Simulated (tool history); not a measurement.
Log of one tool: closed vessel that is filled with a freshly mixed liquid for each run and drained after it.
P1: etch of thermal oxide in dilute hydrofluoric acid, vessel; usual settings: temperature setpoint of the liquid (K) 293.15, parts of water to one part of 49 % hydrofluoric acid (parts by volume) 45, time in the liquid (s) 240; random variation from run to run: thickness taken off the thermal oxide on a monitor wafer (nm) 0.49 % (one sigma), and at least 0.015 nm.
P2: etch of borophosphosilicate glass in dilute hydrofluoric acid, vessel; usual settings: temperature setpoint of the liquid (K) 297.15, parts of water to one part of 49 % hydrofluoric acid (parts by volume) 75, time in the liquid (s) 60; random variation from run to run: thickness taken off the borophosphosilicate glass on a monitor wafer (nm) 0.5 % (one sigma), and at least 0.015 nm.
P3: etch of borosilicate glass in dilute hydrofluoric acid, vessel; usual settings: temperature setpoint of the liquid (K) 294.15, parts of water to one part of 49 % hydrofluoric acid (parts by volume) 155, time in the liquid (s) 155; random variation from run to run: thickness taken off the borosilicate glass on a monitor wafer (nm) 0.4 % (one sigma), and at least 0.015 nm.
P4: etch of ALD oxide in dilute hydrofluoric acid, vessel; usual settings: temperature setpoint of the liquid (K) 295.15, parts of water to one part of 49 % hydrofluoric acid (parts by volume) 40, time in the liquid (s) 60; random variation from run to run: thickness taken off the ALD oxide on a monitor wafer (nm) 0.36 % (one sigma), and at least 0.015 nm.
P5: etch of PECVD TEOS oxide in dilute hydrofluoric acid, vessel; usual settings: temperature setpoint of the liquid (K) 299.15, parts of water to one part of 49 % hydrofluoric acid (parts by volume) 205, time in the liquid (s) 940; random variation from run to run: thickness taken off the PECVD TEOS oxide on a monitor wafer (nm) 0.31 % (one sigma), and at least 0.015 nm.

run     day  process that ran  temperature setpoint of the liquid (K)  parts of water to one part of 49 % hydrofluoric acid (parts by volume)  time in the liquid (s)  hours since the thermometer was replaced  hours since the hydrofluoric acid flow meter was replaced  thickness taken off the thermal oxide on a monitor wafer (nm)  thickness taken off the borophosphosilicate glass on a monitor wafer (nm)  thickness taken off the PECVD TEOS oxide on a monitor wafer (nm)  thickness taken off the ALD oxide on a monitor wafer (nm)  thickness taken off the borosilicate glass on a monitor wafer (nm)
  1   0.354                P1                                  293.15                                                                      45                     240                                     650.7                                                      501.9                                                         22.762
  2   0.746                P1                                  293.15                                                                      20                     420                                     660.1                                                      511.3                                                          93.06
  3    1.15                P2                                  297.15                                                                      75                      60                                     669.8                                                        521                                                                                                                                    38.743
  4    1.55                P1                                  293.15                                                                      45                     240                                     679.4                                                      530.6                                                         22.785
  5    2.05                P5                                  299.15                                                                     205                     940                                     691.4                                                      542.6                                                                                                                                                                                                      37.634
  6   2.467                P4                                  295.15                                                                      55                      60                                     701.4                                                      552.6                                                                                                                                                                                                                                                                 11.175
  7   3.046                P1                                  293.15                                                                      45                      45                                     715.3                                                      566.5                                                         4.2906
  8   3.562                P5                                  292.15                                                                     205                     940                                     727.7                                                      578.9                                                                                                                                                                                                      28.799
  9   3.888                P1                                  298.15                                                                      45                     240                                     735.5                                                      586.7                                                         28.091
 10   4.471                P1                                  293.15                                                                      45                     375                                     749.5                                                      600.7                                                         35.637
 11   4.992                P5                                  299.15                                                                     205                      30                                       762                                                      613.2                                                                                                                                                                                                      1.1809
 12   5.317                P2                                  297.15                                                                      75                     115                                     769.8                                                        621                                                                                                                                    74.363
 13   5.854                P1                                  293.15                                                                      65                     240                                     782.7                                                      633.9                                                         15.341
 14   6.425                P5                                  299.15                                                                     345                     940                                     796.4                                                      647.6                                                                                                                                                                                                      19.399
 15   6.833                P2                                  304.15                                                                      75                      60                                     806.2                                                      657.4                                                                                                                                    51.077
 16   7.117                P3                                  294.15                                                                      35                     155                                       813                                                      664.2                                                                                                                                                                                                                                                                                                                                     112.79
 17   7.596                P1                                  290.15                                                                      45                     240                                     824.5                                                      675.7                                                         20.055
 18   8.062                P1                                  293.15                                                                      45                     240                                     835.7                                                      686.9                                                         23.062
 19   8.321                P1                                  293.15                                                                      45                     240                                     841.9                                                      693.1                                                         22.543
 20   8.917                P5                                  299.15                                                                     205                     940                                     856.2                                                      707.4                                                                                                                                                                                                      37.556
 21   9.271                P3                                  294.15                                                                     155                     295                                     864.7                                                      715.9                                                                                                                                                                                                                                                                                                                                     42.465
 22   9.542                P4                                  295.15                                                                      40                      60                                     871.2                                                      722.4                                                                                                                                                                                                                                                                 15.727
 23  10.033                P1                                  293.15                                                                      45                     240                                       883                                                      734.2                                                         22.593
 24  10.308                P4                                  295.15                                                                      40                      60                                     889.6                                                      740.8                                                                                                                                                                                                                                                                  15.82
 25  10.871                P3                                  290.15                                                                     155                     155                                     903.1                                                      754.3                                                                                                                                                                                                                                                                                                                                     18.934
 26  11.367                P1                                  293.15                                                                      70                      75                                       915                                                      766.2                                                         4.4956
 27  11.858                P1                                  293.15                                                                      20                     240                                     926.8                                                        778                                                         53.245
 28  12.167                P1                                  293.15                                                                      45                     240                                     934.2                                                      785.4                                                         22.874
 29  12.729                P4                                  295.15                                                                      40                      95                                     947.7                                                      798.9                                                                                                                                                                                                                                                                  24.86
 30  13.192                P2                                  297.15                                                                      20                      60                                     958.8                                                        810                                                                                                                                    154.55
 31  13.662                P4                                  303.15                                                                      40                      60                                     970.1                                                      821.3                                                                                                                                                                                                                                                                 21.765
 32  14.083                P3                                  294.15                                                                     155                     155                                     980.2                                                      831.4                                                                                                                                                                                                                                                                                                                                     22.157
 33  14.458                P1                                  293.15                                                                      45                     240                                     989.2                                                      840.4                                                         23.034
 34  14.858                P1                                  293.15                                                                      45                     240                                     998.8                                                        850                                                         21.921
 35   15.45                P1                                  293.15                                                                      45                     240                                      1013                                                      864.2                                                         21.192
 36  15.883                P1                                  293.15                                                                      45                     240                                    1023.4                                                      874.6                                                         20.987
 37  16.417                P1                                  293.15                                                                      45                     240                                    1036.2                                                      887.4                                                          20.74
 38  16.958                P1                                  293.15                                                                      45                     240                                    1049.2                                                      900.4                                                          20.95
 39  17.238                P1                                  293.15                                                                      45                     240                                    1055.9                                                      907.1                                                         20.554

What P1 gives has crept away from where it was. These 2 causes fit the log equally well, each at the size given:
A: hydrofluoric acid flow below the setpoint (%) = 8.56
B: liquid colder than its thermometer reads (K) = 2.2
The creep began at about day 14.458.

4 check runs are offered, one wafer each, their results left as question marks. Which one tells the causes apart?
check 1  17.517                P4                                  301.65                                                                      40                      60                                                                                                                                                                                                                                                                                                                                                                           ?
check 2  17.517                P3                                  294.15                                                                      70                     285                                                                                                                                                                                                                                                                                                                                                                                                                                               ?
check 3  17.517                P2                                  297.15                                                                      35                     115                                                                                                                                                                                                                                              ?
check 4  17.517                P5                                  299.15                                                                     325                     290                                                                                                                                                                                                                                                                                                                ?

What each check would give under each cause:
  check                                                                     result    if A    if B
check 1                  thickness taken off the ALD oxide on a monitor wafer (nm)  18.692  18.805
check 2         thickness taken off the borosilicate glass on a monitor wafer (nm)  90.201  90.654
check 3  thickness taken off the borophosphosilicate glass on a monitor wafer (nm)  152.19  152.43
check 4           thickness taken off the PECVD TEOS oxide on a monitor wafer (nm)  5.7287  5.9911
How far apart the two closest causes lie, in the result that separates them most: check 1 0.61 %; check 2 0.5 %; check 3 0.16 %; check 4 4.48 %
Only check 4 tells the causes apart: in the others they would give nearly the same result.

Then check 4 was run and gave: thickness taken off the PECVD TEOS oxide on a monitor wafer (nm) 6.001. Which cause is it?

It is B: liquid colder than its thermometer reads (K).
